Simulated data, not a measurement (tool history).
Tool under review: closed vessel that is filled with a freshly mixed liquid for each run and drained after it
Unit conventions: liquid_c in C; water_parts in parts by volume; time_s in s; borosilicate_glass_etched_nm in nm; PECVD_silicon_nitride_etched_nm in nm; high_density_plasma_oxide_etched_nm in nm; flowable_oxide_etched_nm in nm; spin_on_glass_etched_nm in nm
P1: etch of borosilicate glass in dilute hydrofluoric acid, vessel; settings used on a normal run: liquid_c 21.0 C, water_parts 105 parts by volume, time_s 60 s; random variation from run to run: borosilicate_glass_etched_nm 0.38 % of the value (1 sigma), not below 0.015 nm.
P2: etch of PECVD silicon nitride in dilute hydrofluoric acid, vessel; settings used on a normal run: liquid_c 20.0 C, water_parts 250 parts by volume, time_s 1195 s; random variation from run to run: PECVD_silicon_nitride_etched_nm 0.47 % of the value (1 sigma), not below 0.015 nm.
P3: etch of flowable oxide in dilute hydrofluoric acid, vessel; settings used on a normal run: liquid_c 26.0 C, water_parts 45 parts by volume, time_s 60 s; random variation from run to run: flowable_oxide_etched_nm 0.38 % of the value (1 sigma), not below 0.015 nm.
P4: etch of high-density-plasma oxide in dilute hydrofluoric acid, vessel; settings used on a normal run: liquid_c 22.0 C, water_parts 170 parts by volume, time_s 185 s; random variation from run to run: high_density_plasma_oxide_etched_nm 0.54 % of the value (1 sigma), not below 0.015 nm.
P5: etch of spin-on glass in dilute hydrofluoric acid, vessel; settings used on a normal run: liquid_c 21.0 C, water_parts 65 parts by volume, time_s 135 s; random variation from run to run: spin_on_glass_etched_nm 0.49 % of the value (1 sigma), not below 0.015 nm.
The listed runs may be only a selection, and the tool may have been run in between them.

run,day,process,liquid_c,water_parts,time_s,hours since the thermometer was replaced,hours since the hydrofluoric acid flow meter was replaced,borosilicate_glass_etched_nm,PECVD_silicon_nitride_etched_nm,high_density_plasma_oxide_etched_nm,flowable_oxide_etched_nm,spin_on_glass_etched_nm
1,0.362,P1,21.0,105,60,425.8,1558.0,22.154,,,,
2,0.692,P2,20.0,250,1195,433.7,1565.9,,17.727,,,
3,1.054,P4,22.0,60,185,442.4,1574.6,,,18.7980,,
4,1.642,P1,21.0,105,60,456.5,1588.7,22.417,,,,
5,2.021,P3,26.0,75,60,465.6,1597.8,,,,31.488,
6,2.304,P1,21.0,105,60,472.4,1604.6,22.243,,,,
7,2.712,P1,21.0,105,30,482.2,1614.4,11.129,,,,
8,3.229,P5,28.0,65,135,494.6,1626.8,,,,,75.463
9,3.533,P2,17.0,250,1195,501.9,1634.1,,14.406,,,
10,3.896,P4,22.0,170,185,510.6,1642.8,,,5.7901,,
11,4.496,P4,17.0,170,185,525.0,1657.2,,,4.6993,,
12,4.958,P1,21.0,105,90,536.1,1668.3,33.522,,,,
13,5.283,P5,21.0,65,135,543.9,1676.1,,,,,57.272
14,5.825,P1,21.0,140,60,556.9,1689.1,16.019,,,,
15,6.425,P3,26.0,45,60,571.3,1703.5,,,,54.592,
16,6.892,P1,17.0,105,60,582.5,1714.7,19.034,,,,
17,7.292,P3,26.0,45,60,592.1,1724.3,,,,54.503,
18,7.762,P5,21.0,65,30,603.4,1735.6,,,,,12.616
19,8.125,P1,21.0,105,60,612.1,1744.3,22.384,,,,
20,8.521,P1,28.5,105,60,621.6,1753.8,29.926,,,,
21,9.050,P3,26.0,45,115,634.3,1766.5,,,,104.070,
22,9.621,P5,21.0,40,135,648.0,1780.2,,,,,95.353
23,9.888,P1,21.0,105,60,654.4,1786.6,22.340,,,,

Run 24 comes next. What will it give?
24,10.233,P1,21.0,25,60,662.7,1794.9,?,,,,

{"run 24": {"borosilicate_glass_etched_nm": 103.19}}

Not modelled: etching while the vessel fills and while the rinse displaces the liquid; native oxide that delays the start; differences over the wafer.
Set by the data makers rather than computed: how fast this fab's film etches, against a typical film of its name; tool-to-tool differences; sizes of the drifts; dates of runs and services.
